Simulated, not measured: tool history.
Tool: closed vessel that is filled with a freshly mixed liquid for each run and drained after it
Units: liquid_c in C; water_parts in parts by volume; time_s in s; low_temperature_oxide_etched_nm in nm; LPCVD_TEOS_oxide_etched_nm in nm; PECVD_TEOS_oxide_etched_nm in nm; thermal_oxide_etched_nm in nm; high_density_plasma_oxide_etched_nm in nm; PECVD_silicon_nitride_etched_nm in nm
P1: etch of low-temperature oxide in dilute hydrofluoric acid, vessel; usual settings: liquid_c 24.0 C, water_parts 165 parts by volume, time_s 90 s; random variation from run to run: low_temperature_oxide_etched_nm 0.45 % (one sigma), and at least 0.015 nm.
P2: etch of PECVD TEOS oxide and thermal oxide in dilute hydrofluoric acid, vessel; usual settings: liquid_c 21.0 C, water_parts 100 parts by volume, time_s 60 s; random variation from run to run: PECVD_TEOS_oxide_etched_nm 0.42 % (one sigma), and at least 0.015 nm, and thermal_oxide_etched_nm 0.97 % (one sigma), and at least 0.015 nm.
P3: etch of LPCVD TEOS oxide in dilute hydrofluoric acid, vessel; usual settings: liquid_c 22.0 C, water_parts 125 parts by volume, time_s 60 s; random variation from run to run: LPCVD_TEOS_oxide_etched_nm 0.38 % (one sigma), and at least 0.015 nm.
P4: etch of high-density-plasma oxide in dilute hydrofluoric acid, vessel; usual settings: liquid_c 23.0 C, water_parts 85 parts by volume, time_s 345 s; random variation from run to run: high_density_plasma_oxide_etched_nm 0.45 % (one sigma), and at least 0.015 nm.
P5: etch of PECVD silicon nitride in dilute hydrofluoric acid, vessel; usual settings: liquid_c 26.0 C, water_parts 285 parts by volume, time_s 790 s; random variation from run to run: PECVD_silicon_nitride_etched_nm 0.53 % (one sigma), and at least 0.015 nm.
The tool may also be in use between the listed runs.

run,hour,process,liquid_c,water_parts,time_s,hours since the thermometer was replaced,hours since the hydrofluoric acid flow meter was replaced,low_temperature_oxide_etched_nm,LPCVD_TEOS_oxide_etched_nm,PECVD_TEOS_oxide_etched_nm,thermal_oxide_etched_nm,high_density_plasma_oxide_etched_nm,PECVD_silicon_nitride_etched_nm
1,2.9,P1,24.0,165,90,414.4,215.3,14.8420,,,,,
2,6.3,P1,24.0,165,90,417.8,218.7,14.9590,,,,,
3,9.7,P1,24.0,165,90,421.2,222.1,14.9790,,,,,
4,14.3,P3,27.0,125,60,425.8,226.7,,10.0960,,,,
5,19.3,P1,24.0,165,30,430.8,231.7,4.9835,,,,,
6,22.3,P3,22.0,210,60,433.8,234.7,,4.5348,,,,
7,25.0,P1,24.0,255,90,436.5,237.4,8.7375,,,,,
8,27.7,P1,24.0,165,145,439.2,240.1,24.0640,,,,,
9,30.1,P2,21.0,175,60,441.6,242.5,,,6.1144,1.3586,,
10,32.3,P1,24.0,45,90,443.8,244.7,63.8480,,,,,
11,34.8,P1,17.5,165,90,446.3,247.2,11.6000,,,,,
12,39.2,P4,23.0,85,550,450.7,251.6,,,,,32.868,
13,42.9,P4,23.0,135,345,454.4,255.3,,,,,12.190,
14,47.8,P3,22.0,125,60,459.3,260.2,,8.2918,,,,
15,51.6,P1,24.0,165,90,463.1,264.0,14.7800,,,,,
16,56.6,P3,22.0,125,60,468.1,269.0,,8.3656,,,,
17,59.7,P5,26.0,285,790,471.2,272.1,,,,,,8.32740
18,62.0,P5,26.0,405,790,473.5,274.4,,,,,,5.83370
19,64.6,P5,26.0,285,60,476.1,277.0,,,,,,0.63331
20,69.3,P3,22.0,125,30,480.8,281.7,,4.1516,,,,
21,71.7,P4,23.0,85,345,483.2,284.1,,,,,20.476,
22,74.9,P1,31.0,165,90,486.4,287.3,19.3460,,,,,
23,78.2,P2,21.0,100,60,489.7,290.6,,,11.6430,2.5535,,
24,81.1,P2,21.0,100,30,492.6,293.5,,,5.8144,1.2592,,
25,84.6,P4,31.0,85,345,496.1,297.0,,,,,28.097,
26,89.2,P5,18.5,285,790,500.7,301.6,,,,,,5.24130
27,91.7,P2,28.5,100,60,503.2,304.1,,,15.6170,3.3680,,
28,96.1,P1,24.0,90,30,507.6,308.5,10.0500,,,,,
29,100.8,P1,24.0,165,90,512.3,313.2,14.8760,,,,,
30,104.7,P1,24.0,165,90,516.2,317.1,15.4170,,,,,
31,109.1,P1,24.0,165,90,520.6,321.5,15.8040,,,,,
32,112.7,P1,24.0,165,90,524.2,325.1,15.8650,,,,,
33,115.5,P1,24.0,165,90,527.0,327.9,16.0480,,,,,
34,119.2,P1,24.0,165,90,530.7,331.6,16.0200,,,,,
35,121.7,P1,24.0,165,90,533.2,334.1,15.9920,,,,,
36,124.2,P1,24.0,165,90,535.7,336.6,16.0670,,,,,
37,128.1,P1,24.0,165,90,539.6,340.5,16.1030,,,,,

What P1 gives has crept away from where it was. These 2 causes fit the log equally well, each at the size given:
A: hydrofluoric acid flow above the setpoint (%) = 6.5
B: liquid hotter than its thermometer reads (K) = 1.99
The creep began at about hour 100.8.

4 check runs are offered, each on 2 wafers whose results are averaged, their results left as question marks. Which one tells the causes apart?
check 1,132.0,P2,28.0,140,60,,,,,?,?,,
check 2,132.0,P5,20.5,285,180,,,,,,,,?
check 3,132.0,P4,30.5,85,505,,,,,,,?,
check 4,132.0,P3,22.0,165,30,,,,?,,,,

What each check would give under each cause:
check,result,if A,if B
check 1,PECVD_TEOS_oxide_etched_nm,11.1540,11.1430
check 1,thermal_oxide_etched_nm,2.4564,2.4540
check 2,PECVD_silicon_nitride_etched_nm,1.43440,1.52930
check 3,high_density_plasma_oxide_etched_nm,43.295,43.467
check 4,LPCVD_TEOS_oxide_etched_nm,3.2478,3.2552
How far apart the two closest causes lie, in the result that separates them most: check 1 0.1 %; check 2 6.4 %; check 3 0.4 %; check 4 0.23 %
Check 2 tells the causes apart: in the others they would give nearly the same result.

Check 2 was then run and gave: PECVD_silicon_nitride_etched_nm 1.51490 nm. Which cause is it?

It is B: liquid hotter than its thermometer reads (K).
